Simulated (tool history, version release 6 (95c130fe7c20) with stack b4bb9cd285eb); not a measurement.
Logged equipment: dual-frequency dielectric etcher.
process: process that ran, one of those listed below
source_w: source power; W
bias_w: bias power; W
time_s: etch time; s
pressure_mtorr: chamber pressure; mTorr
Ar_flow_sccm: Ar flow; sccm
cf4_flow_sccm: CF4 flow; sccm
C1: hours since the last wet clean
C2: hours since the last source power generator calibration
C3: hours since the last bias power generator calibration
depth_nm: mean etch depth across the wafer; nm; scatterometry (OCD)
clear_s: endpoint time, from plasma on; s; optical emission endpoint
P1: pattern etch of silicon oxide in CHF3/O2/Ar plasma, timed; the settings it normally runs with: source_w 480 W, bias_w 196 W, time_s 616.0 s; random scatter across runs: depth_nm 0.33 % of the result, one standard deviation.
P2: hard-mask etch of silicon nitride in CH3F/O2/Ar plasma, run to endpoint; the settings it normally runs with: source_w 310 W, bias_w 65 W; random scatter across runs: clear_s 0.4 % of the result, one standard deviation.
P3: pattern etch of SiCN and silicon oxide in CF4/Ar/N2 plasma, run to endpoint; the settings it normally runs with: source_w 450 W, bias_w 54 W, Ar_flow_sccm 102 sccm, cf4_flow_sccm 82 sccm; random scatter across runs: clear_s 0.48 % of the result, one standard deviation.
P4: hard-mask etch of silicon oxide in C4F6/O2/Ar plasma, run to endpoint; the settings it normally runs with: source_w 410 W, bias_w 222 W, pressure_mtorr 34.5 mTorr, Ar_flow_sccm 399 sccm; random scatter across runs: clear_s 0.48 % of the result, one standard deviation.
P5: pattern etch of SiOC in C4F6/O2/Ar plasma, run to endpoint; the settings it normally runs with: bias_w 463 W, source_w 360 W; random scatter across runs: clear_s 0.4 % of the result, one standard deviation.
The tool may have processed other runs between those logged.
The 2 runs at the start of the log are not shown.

run 3 hour=32.7 | process=P5 source_w=360 bias_w=596 | C1=311.8 C2=2723.2 C3=2280.1 | clear_s=13.435
run 4 hour=45.0 | process=P4 source_w=500 bias_w=222 pressure_mtorr=34.5 Ar_flow_sccm=399 | C1=324.1 C2=2735.5 C3=2292.4 | clear_s=93.308
run 5 hour=55.0 | process=P3 source_w=300 bias_w=54 Ar_flow_sccm=102 cf4_flow_sccm=82 | C1=334.1 C2=2745.5 C3=2302.4 | clear_s=16.506
run 6 hour=68.5 | process=P3 source_w=450 bias_w=54 Ar_flow_sccm=102 cf4_flow_sccm=82 | C1=347.6 C2=2759.0 C3=2315.9 | clear_s=11.598
run 7 hour=77.1 | process=P1 source_w=480 bias_w=196 time_s=616.0 | C1=356.2 C2=2767.6 C3=2324.5 | depth_nm=1149.40
run 8 hour=93.4 | process=P3 source_w=450 bias_w=54 Ar_flow_sccm=102 cf4_flow_sccm=101 | C1=372.5 C2=2783.9 C3=2340.8 | clear_s=11.102
run 9 hour=106.6 | process=P5 source_w=360 bias_w=463 | C1=385.7 C2=2797.1 C3=2354.0 | clear_s=14.817
run 10 hour=116.1 | process=P3 source_w=450 bias_w=54 Ar_flow_sccm=123 cf4_flow_sccm=82 | C1=395.2 C2=2806.6 C3=2363.5 | clear_s=11.927
run 11 hour=128.0 | process=P1 source_w=560 bias_w=124 time_s=616.0 | C1=407.1 C2=2818.5 C3=2375.4 | depth_nm=1054.40
run 12 hour=143.1 | process=P4 source_w=410 bias_w=222 pressure_mtorr=26.5 Ar_flow_sccm=399 | C1=422.2 C2=2833.6 C3=2390.5 | clear_s=97.726
run 13 hour=157.9 | process=P1 source_w=480 bias_w=159 time_s=616.0 | C1=437.0 C2=2848.4 C3=2405.3 | depth_nm=1065.50
run 14 hour=176.4 | process=P5 source_w=250 bias_w=463 | C1=455.5 C2=2866.9 C3=2423.8 | clear_s=16.899
run 15 hour=190.2 | process=P1 source_w=480 bias_w=196 time_s=861.0 | C1=469.3 C2=2880.7 C3=2437.6 | depth_nm=1603.60
run 16 hour=204.0 | process=P1 source_w=340 bias_w=196 time_s=616.0 | C1=483.1 C2=2894.5 C3=2451.4 | depth_nm=1011.70
run 17 hour=220.9 | process=P3 source_w=450 bias_w=54 Ar_flow_sccm=102 cf4_flow_sccm=82 | C1=500.0 C2=2911.4 C3=2468.3 | clear_s=11.542
run 18 hour=237.3 | process=P1 source_w=570 bias_w=196 time_s=616.0 | C1=516.4 C2=2927.8 C3=2484.7 | depth_nm=1224.70
run 19 hour=251.9 | process=P2 source_w=310 bias_w=65 | C1=531.0 C2=2942.4 C3=2499.3 | clear_s=50.171
run 20 hour=269.3 | process=P2 source_w=310 bias_w=49 | C1=548.4 C2=2959.8 C3=2516.7 | clear_s=55.248
run 21 hour=288.0 | process=P4 source_w=410 bias_w=222 pressure_mtorr=34.5 Ar_flow_sccm=399 | C1=567.1 C2=2978.5 C3=2535.4 | clear_s=100.620
run 22 hour=298.4 | process=P5 source_w=360 bias_w=463 | C1=577.5 C2=2988.9 C3=2545.8 | clear_s=14.744
run 23 hour=311.7 | process=P2 source_w=420 bias_w=65 | C1=590.8 C2=3002.2 C3=2559.1 | clear_s=44.816
run 24 hour=325.4 | process=P1 source_w=480 bias_w=235 time_s=616.0 | C1=604.5 C2=3015.9 C3=2572.8 | depth_nm=1220.10
run 25 hour=343.6 | process=P1 source_w=480 bias_w=196 time_s=616.0 | C1=622.7 C2=3034.1 C3=2591.0 | depth_nm=1152.80

Run 26, settings as shown, results not yet in. Your forecast:
run 26 hour=355.1 | process=P1 source_w=480 bias_w=196 time_s=342.5 | C1=634.2 C2=3045.6 C3=2602.5 | depth_nm=?

depth_nm: 642.78 nm
